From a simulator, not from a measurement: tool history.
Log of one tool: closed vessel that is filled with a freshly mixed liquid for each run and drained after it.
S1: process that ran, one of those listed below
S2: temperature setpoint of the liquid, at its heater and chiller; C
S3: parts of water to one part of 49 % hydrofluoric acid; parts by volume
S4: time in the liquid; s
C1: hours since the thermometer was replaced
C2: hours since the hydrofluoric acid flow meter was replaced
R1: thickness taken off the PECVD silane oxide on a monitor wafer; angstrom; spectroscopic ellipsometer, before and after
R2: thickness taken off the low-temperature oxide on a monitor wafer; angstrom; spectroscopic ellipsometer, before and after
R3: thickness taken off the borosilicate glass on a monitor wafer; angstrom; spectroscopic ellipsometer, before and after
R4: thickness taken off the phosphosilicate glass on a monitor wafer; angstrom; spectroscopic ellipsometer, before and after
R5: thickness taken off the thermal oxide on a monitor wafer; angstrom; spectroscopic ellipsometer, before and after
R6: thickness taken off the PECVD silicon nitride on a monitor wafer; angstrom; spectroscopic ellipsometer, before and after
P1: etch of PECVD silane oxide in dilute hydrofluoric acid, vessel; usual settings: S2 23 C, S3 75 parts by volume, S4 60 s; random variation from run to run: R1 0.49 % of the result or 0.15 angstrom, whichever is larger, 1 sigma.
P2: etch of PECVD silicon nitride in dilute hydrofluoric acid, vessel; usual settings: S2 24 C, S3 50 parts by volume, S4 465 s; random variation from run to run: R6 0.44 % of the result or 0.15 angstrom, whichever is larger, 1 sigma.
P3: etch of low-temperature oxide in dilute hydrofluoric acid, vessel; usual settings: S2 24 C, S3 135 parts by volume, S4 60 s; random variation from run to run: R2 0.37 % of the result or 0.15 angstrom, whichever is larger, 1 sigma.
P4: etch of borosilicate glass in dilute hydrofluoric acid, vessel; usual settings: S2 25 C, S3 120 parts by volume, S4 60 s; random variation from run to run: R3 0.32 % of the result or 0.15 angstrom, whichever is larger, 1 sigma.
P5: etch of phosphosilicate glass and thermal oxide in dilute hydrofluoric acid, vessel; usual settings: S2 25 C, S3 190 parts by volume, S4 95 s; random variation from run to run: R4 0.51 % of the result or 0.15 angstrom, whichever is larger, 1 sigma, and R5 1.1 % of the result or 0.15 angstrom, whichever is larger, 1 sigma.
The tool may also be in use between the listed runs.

run 1 hour=12.8 | S1=P1 S2=23 S3=75 S4=60 | C1=1125.7 C2=1203 | R1=158.62
run 2 hour=27.1 | S1=P3 S2=24 S3=25 S4=60 | C1=1140 C2=1217.3 | R2=839.33
run 3 hour=36.2 | S1=P4 S2=25 S3=220 S4=60 | C1=1149.1 C2=1226.4 | R3=88.034
run 4 hour=49.7 | S1=P1 S2=23 S3=75 S4=60 | C1=1162.6 C2=1239.9 | R1=160.2
run 5 hour=62.3 | S1=P5 S2=25 S3=60 S4=95 | C1=1175.2 C2=1252.5 | R4=1945.9 R5=82.869
run 6 hour=73.7 | S1=P3 S2=19.5 S3=135 S4=60 | C1=1186.6 C2=1263.9 | R2=113.73
run 7 hour=85.2 | S1=P3 S2=24 S3=135 S4=60 | C1=1198.1 C2=1275.4 | R2=135.39
run 8 hour=101.9 | S1=P1 S2=17 S3=75 S4=60 | C1=1214.8 C2=1292.1 | R1=124.15
run 9 hour=111.2 | S1=P4 S2=19.5 S3=120 S4=60 | C1=1224.1 C2=1301.4 | R3=145.02
run 10 hour=123.2 | S1=P2 S2=24 S3=50 S4=895 | C1=1236.1 C2=1313.4 | R6=687.5
run 11 hour=138.1 | S1=P1 S2=23 S3=75 S4=110 | C1=1251 C2=1328.3 | R1=291.2
run 12 hour=146.1 | S1=P5 S2=25 S3=190 S4=30 | C1=1259 C2=1336.3 | R4=165.14 R5=7.2803
run 13 hour=159.4 | S1=P2 S2=24 S3=50 S4=465 | C1=1272.3 C2=1349.6 | R6=357.28
run 14 hour=167.1 | S1=P1 S2=23 S3=75 S4=60 | C1=1280 C2=1357.3 | R1=160.98
run 15 hour=183.2 | S1=P1 S2=23 S3=75 S4=60 | C1=1296.1 C2=1373.4 | R1=158.93
run 16 hour=199 | S1=P2 S2=17 S3=50 S4=465 | C1=1311.9 C2=1389.2 | R6=219.79
run 17 hour=215.3 | S1=P5 S2=25 S3=190 S4=95 | C1=1328.2 C2=1405.5 | R4=528.82 R5=21.778
run 18 hour=223.3 | S1=P4 S2=25 S3=120 S4=100 | C1=1336.2 C2=1413.5 | R3=302.53
run 19 hour=235.5 | S1=P3 S2=24 S3=135 S4=30 | C1=1348.4 C2=1425.7 | R2=67.605
run 20 hour=249.1 | S1=P1 S2=23 S3=75 S4=60 | C1=1362 C2=1439.3 | R1=159.65
run 21 hour=261.5 | S1=P1 S2=30 S3=50 S4=60 | C1=1374.4 C2=1451.7 | R1=327.26
run 22 hour=269.2 | S1=P1 S2=23 S3=130 S4=60 | C1=1382.1 C2=1459.4 | R1=85.484
run 23 hour=285.3 | S1=P4 S2=25 S3=120 S4=60 | C1=1398.2 C2=1475.5 | R3=180.22
run 24 hour=298.6 | S1=P5 S2=17 S3=190 S4=95 | C1=1411.5 C2=1488.8 | R4=388.49 R5=17.083
run 25 hour=309.8 | S1=P1 S2=23 S3=35 S4=60 | C1=1422.7 C2=1500 | R1=357.09
run 26 hour=317.7 | S1=P2 S2=24 S3=20 S4=465 | C1=1430.6 C2=1507.9 | R6=859.33
run 27 hour=327.8 | S1=P1 S2=23 S3=75 S4=30 | C1=1440.7 C2=1518 | R1=78.637
run 28 hour=342.3 | S1=P1 S2=26.5 S3=75 S4=60 | C1=1455.2 C2=1532.5 | R1=183.53
run 29 hour=355 | S1=P1 S2=23 S3=75 S4=60 | C1=1467.9 C2=1545.2 | R1=158.09
run 30 hour=369.5 | S1=P1 S2=23 S3=75 S4=60 | C1=1482.4 C2=1559.7 | R1=155.45
run 31 hour=385.2 | S1=P1 S2=23 S3=75 S4=60 | C1=1498.1 C2=1575.4 | R1=152.61
run 32 hour=393.7 | S1=P1 S2=23 S3=75 S4=60 | C1=1506.6 C2=1583.9 | R1=149.97
run 33 hour=409 | S1=P1 S2=23 S3=75 S4=60 | C1=1521.9 C2=1599.2 | R1=149.3
run 34 hour=423.4 | S1=P1 S2=23 S3=75 S4=60 | C1=1536.3 C2=1613.6 | R1=151.05

The next listed run, before its measurement:
run 35 hour=435.2 | S1=P1 S2=23 S3=75 S4=60 | C1=1548.1 C2=1625.4 | R1=?

Run 35 gave R1 148.66 angstrom.
